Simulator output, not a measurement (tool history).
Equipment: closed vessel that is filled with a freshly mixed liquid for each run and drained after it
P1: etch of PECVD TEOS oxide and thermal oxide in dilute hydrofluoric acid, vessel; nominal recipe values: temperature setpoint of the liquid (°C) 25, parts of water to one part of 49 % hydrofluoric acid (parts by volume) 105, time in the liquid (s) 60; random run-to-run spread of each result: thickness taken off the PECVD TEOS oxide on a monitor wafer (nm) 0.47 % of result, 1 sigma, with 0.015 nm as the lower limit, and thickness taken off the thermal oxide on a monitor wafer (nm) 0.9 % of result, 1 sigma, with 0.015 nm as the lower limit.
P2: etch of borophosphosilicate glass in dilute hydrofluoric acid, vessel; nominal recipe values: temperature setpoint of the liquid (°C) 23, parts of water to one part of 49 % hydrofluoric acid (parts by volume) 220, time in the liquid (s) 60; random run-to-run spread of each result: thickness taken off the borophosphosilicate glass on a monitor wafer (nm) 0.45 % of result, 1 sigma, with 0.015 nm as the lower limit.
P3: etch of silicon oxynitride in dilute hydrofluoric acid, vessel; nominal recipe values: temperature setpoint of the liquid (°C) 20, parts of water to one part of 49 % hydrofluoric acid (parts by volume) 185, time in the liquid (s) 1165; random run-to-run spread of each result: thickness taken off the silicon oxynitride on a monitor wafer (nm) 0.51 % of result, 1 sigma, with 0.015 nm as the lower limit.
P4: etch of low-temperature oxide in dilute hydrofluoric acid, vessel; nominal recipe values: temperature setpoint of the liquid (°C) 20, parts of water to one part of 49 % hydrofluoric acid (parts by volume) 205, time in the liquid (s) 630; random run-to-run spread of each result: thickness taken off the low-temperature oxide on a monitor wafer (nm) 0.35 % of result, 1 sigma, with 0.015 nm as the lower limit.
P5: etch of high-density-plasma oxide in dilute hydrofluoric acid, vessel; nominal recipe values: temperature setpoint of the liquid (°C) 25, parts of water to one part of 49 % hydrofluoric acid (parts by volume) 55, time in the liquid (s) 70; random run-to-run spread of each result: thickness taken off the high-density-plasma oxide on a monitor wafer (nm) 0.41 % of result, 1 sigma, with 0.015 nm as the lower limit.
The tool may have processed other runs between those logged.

run	day	process that ran	temperature setpoint of the liquid (°C)	parts of water to one part of 49 % hydrofluoric acid (parts by volume)	time in the liquid (s)	hours since the thermometer was replaced	hours since the hydrofluoric acid flow meter was replaced	thickness taken off the PECVD TEOS oxide on a monitor wafer (nm)	thickness taken off the thermal oxide on a monitor wafer (nm)	thickness taken off the borophosphosilicate glass on a monitor wafer (nm)	thickness taken off the high-density-plasma oxide on a monitor wafer (nm)	thickness taken off the silicon oxynitride on a monitor wafer (nm)	thickness taken off the low-temperature oxide on a monitor wafer (nm)
1	0.246	P1	25	105	60	807.1	1176.9	5.6245	2.7996				
2	0.546	P2	23	220	30	814.3	1184.1			5.3552			
3	0.725	P1	20.5	105	60	818.6	1188.4	4.6646	2.359				
4	0.979	P2	23	220	60	824.7	1194.5			10.721			
5	1.217	P2	17	220	60	830.4	1200.2			8.5204			
6	1.55	P1	25	105	85	838.4	1208.2	7.9749	4.0109				
7	1.775	P1	25	105	30	843.8	1213.6	2.7735	1.4057				
8	1.946	P1	25	60	60	847.9	1217.7	10.414	5.2389				
9	2.112	P5	18.5	55	70	851.9	1221.7				8.8124		
10	2.454	P1	25	185	60	860.1	1229.9	2.894	1.4464				
11	2.804	P3	17	185	1165	868.5	1238.3					10.212	
12	3.075	P5	25	95	70	875	1244.8				6.3564		
13	3.45	P4	20	120	630	884	1253.8						76.087
14	3.754	P5	25	55	70	891.3	1261.1				11.643		
15	3.938	P1	33	105	30	895.7	1265.5	3.7609	1.8798				
16	4.108	P3	20	185	1165	899.8	1269.6					11.817	
17	4.433	P1	32	105	60	907.6	1277.4	7.3213	3.6765				
18	4.658	P4	20	205	630	913	1282.8						40.856
19	5.004	P1	25	105	60	921.3	1291.1	5.6024	2.8145				
20	5.267	P2	23	320	60	927.6	1297.4			6.6601			
21	5.633	P1	25	105	60	936.4	1306.2	5.5637	2.8538				
22	5.9	P4	20	205	65	942.8	1312.6						4.2104
23	6.271	P4	17	205	630	951.7	1321.5						36.442
24	6.458	P3	20	185	1165	956.2	1326					11.826	
25	6.638	P1	25	105	60	960.5	1330.3	5.6045	2.7958				
26	6.821	P1	25	105	60	964.9	1334.7	5.6157	2.8823				
27	7.008	P3	20	185	1845	969.4	1339.2					18.76	
# day 7.296: hydrofluoric acid flow meter replaced
28	7.296	P3	20	85	1165	976.3	0					27.208	
29	7.575	P5	25	55	130	983	6.7				21.707		
30	7.896	P4	20	205	630	990.7	14.4						40.767
31	8.129	P5	25	55	70	996.3	20				11.639		
32	8.371	P1	25	105	60	1002.1	25.8	5.6277	2.7881				
33	8.654	P1	25	105	60	1008.9	32.6	5.8405	2.9533				
34	8.946	P1	25	105	60	1015.9	39.6	6.0238	3.0271				
35	9.258	P1	25	105	60	1023.4	47.1	6.0863	3.0635				
36	9.583	P1	25	105	60	1031.2	54.9	6.1188	3.0092				
37	9.946	P1	25	105	60	1039.9	63.6	6.148	3.0044				
38	10.188	P1	25	105	60	1045.7	69.4	6.0841	3.1252				

Something has made what P1 gives creep away from where it was; the 2 causes below, each at its own stated size, fit the log equally well:
A: liquid hotter than its thermometer reads (K) = 2.26
B: hydrofluoric acid flow above the setpoint (%) = 8.05
At approximately day 8.371, the process output began to creep.

Which of the 4 check runs listed below, each an average over 2 wafers with its results shown as question marks, gives clearly different results under the different listed causes?
check 1	10.429	P4	17	205	630								?
check 2	10.429	P5	25	90	70						?		
check 3	10.429	P3	17	90	1165							?	
check 4	10.429	P2	17	220	30					?			

Check results expected under each cause:
check	result	if A	if B
check 1	thickness taken off the low-temperature oxide on a monitor wafer (nm)	39.685	39.789
check 2	thickness taken off the high-density-plasma oxide on a monitor wafer (nm)	7.4137	7.3958
check 3	thickness taken off the silicon oxynitride on a monitor wafer (nm)	24.904	24.142
check 4	thickness taken off the borophosphosilicate glass on a monitor wafer (nm)	4.6631	4.6826
Per-check spread between the two closest causes, in the result where they differ most: check 1 0.26 %; check 2 0.24 %; check 3 3.11 %; check 4 0.42 %
The other checks would show nearly matching results whichever cause is true, so check 3 is the only one that separates the causes.

Running check 3 produced the following: thickness taken off the silicon oxynitride on a monitor wafer (nm) 24.244. Which one of the listed causes fits?

The cause is B: hydrofluoric acid flow above the setpoint (%).
